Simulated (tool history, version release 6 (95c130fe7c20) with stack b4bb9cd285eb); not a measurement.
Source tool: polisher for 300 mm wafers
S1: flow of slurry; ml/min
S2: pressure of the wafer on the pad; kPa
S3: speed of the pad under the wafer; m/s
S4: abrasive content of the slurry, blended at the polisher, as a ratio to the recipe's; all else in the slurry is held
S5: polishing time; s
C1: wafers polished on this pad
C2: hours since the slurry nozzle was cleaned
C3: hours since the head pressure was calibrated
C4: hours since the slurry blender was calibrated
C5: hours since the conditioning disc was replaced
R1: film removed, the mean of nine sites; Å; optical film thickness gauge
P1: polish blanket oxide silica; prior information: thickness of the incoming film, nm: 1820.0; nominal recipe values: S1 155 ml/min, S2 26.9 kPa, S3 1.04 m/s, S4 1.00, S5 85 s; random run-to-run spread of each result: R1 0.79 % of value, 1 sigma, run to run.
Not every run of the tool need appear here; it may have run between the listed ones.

Run 1, hour 3.9: S1 155 ml/min, S2 26.9 kPa, S3 1.04 m/s, S4 1.00, S5 85 s; C1 615; C2 220.4; C3 228.2; C4 34.0; C5 172.0. Result: R1 2672.0 Å.
Run 2, hour 8.3: S1 155 ml/min, S2 26.9 kPa, S3 1.04 m/s, S4 1.00, S5 85 s; C1 640; C2 224.8; C3 232.6; C4 38.4; C5 176.4. Result: R1 2659.5 Å.
Run 3, hour 10.9: S1 155 ml/min, S2 26.9 kPa, S3 1.04 m/s, S4 1.50, S5 85 s; C1 654; C2 227.4; C3 235.2; C4 41.0; C5 179.0. Result: R1 3192.3 Å.
Run 4, hour 14.9: S1 235 ml/min, S2 26.9 kPa, S3 1.04 m/s, S4 1.00, S5 85 s; C1 677; C2 231.4; C3 239.2; C4 45.0; C5 183.0. Result: R1 2822.1 Å.
Run 5, hour 19.5: S1 155 ml/min, S2 26.9 kPa, S3 0.46 m/s, S4 1.00, S5 85 s; C1 703; C2 236.0; C3 243.8; C4 49.6; C5 187.6. Result: R1 1428.4 Å.
Run 6, hour 24.5: S1 155 ml/min, S2 26.9 kPa, S3 1.04 m/s, S4 1.00, S5 85 s; C1 731; C2 241.0; C3 248.8; C4 54.6; C5 192.6. Result: R1 2688.6 Å.
Run 7, hour 27.0: S1 155 ml/min, S2 26.9 kPa, S3 1.04 m/s, S4 0.55, S5 85 s; C1 745; C2 243.5; C3 251.3; C4 57.1; C5 195.1. Result: R1 1980.7 Å.
Run 8, hour 29.7: S1 155 ml/min, S2 26.9 kPa, S3 1.04 m/s, S4 1.00, S5 85 s; C1 760; C2 246.2; C3 254.0; C4 59.8; C5 197.8. Result: R1 2738.0 Å.
Run 9, hour 32.0: S1 155 ml/min, S2 13.1 kPa, S3 1.04 m/s, S4 1.00, S5 85 s; C1 773; C2 248.5; C3 256.3; C4 62.1; C5 200.1. Result: R1 1318.0 Å.
At hour 35.9: slurry nozzle cleaned.
Run 10, hour 36.3: S1 155 ml/min, S2 26.9 kPa, S3 1.04 m/s, S4 0.60, S5 54 s; C1 797; C2 0.5; C3 260.6; C4 66.4; C5 204.4. Result: R1 1302.7 Å.
Run 11, hour 39.2: S1 155 ml/min, S2 42.7 kPa, S3 1.04 m/s, S4 1.00, S5 85 s; C1 814; C2 3.4; C3 263.5; C4 69.3; C5 207.3. Result: R1 4290.9 Å.
At hour 40.8: slurry blender recalibrated.
Run 12, hour 43.6: S1 155 ml/min, S2 26.9 kPa, S3 1.04 m/s, S4 1.00, S5 40 s; C1 839; C2 7.8; C3 267.9; C4 2.8; C5 211.7. Result: R1 1263.8 Å.
Run 13, hour 46.5: S1 155 ml/min, S2 26.9 kPa, S3 1.04 m/s, S4 1.00, S5 135 s; C1 855; C2 10.7; C3 270.8; C4 5.7; C5 214.6. Result: R1 4256.2 Å.
Run 14, hour 49.8: S1 95 ml/min, S2 26.9 kPa, S3 1.50 m/s, S4 1.00, S5 85 s; C1 874; C2 14.0; C3 274.1; C4 9.0; C5 217.9. Result: R1 3199.6 Å.
Run 15, hour 54.7: S1 95 ml/min, S2 26.9 kPa, S3 1.04 m/s, S4 1.00, S5 130 s; C1 901; C2 18.9; C3 279.0; C4 13.9; C5 222.8. Result: R1 3682.4 Å.
Run 16, hour 58.2: S1 155 ml/min, S2 26.9 kPa, S3 1.62 m/s, S4 1.00, S5 85 s; C1 921; C2 22.4; C3 282.5; C4 17.4; C5 226.3. Result: R1 3844.2 Å.
Run 17, hour 63.2: S1 95 ml/min, S2 26.9 kPa, S3 1.04 m/s, S4 1.00, S5 85 s; C1 949; C2 27.4; C3 287.5; C4 22.4; C5 231.3. Result: R1 2450.0 Å.
Run 18, hour 68.2: S1 155 ml/min, S2 26.9 kPa, S3 1.04 m/s, S4 1.00, S5 85 s; C1 977; C2 32.4; C3 292.5; C4 27.4; C5 236.3. Result: R1 2737.4 Å.
Run 19, hour 71.4: S1 155 ml/min, S2 26.9 kPa, S3 1.04 m/s, S4 1.00, S5 85 s; C1 995; C2 35.6; C3 295.7; C4 30.6; C5 239.5. Result: R1 2601.0 Å.
Run 20, hour 75.4: S1 155 ml/min, S2 26.9 kPa, S3 1.04 m/s, S4 1.00, S5 85 s; C1 1018; C2 39.6; C3 299.7; C4 34.6; C5 243.5. Result: R1 2535.1 Å.
Run 21, hour 78.0: S1 155 ml/min, S2 26.9 kPa, S3 1.04 m/s, S4 1.00, S5 85 s; C1 1033; C2 42.2; C3 302.3; C4 37.2; C5 246.1. Result: R1 2479.6 Å.
Run 22, hour 81.7: S1 155 ml/min, S2 26.9 kPa, S3 1.04 m/s, S4 1.00, S5 85 s; C1 1053; C2 45.9; C3 306.0; C4 40.9; C5 249.8. Result: R1 2467.9 Å.

For run 23, what comes out?
At hour 84.5: conditioning disc replaced and pad reconditioned.
Run 23, hour 84.5: S1 155 ml/min, S2 26.9 kPa, S3 1.04 m/s, S4 1.00, S5 85 s; C1 1069; C2 48.7; C3 308.8; C4 43.7; C5 0.1. Result: R1 ?.

Run 23 measured R1 2430.7 Å.

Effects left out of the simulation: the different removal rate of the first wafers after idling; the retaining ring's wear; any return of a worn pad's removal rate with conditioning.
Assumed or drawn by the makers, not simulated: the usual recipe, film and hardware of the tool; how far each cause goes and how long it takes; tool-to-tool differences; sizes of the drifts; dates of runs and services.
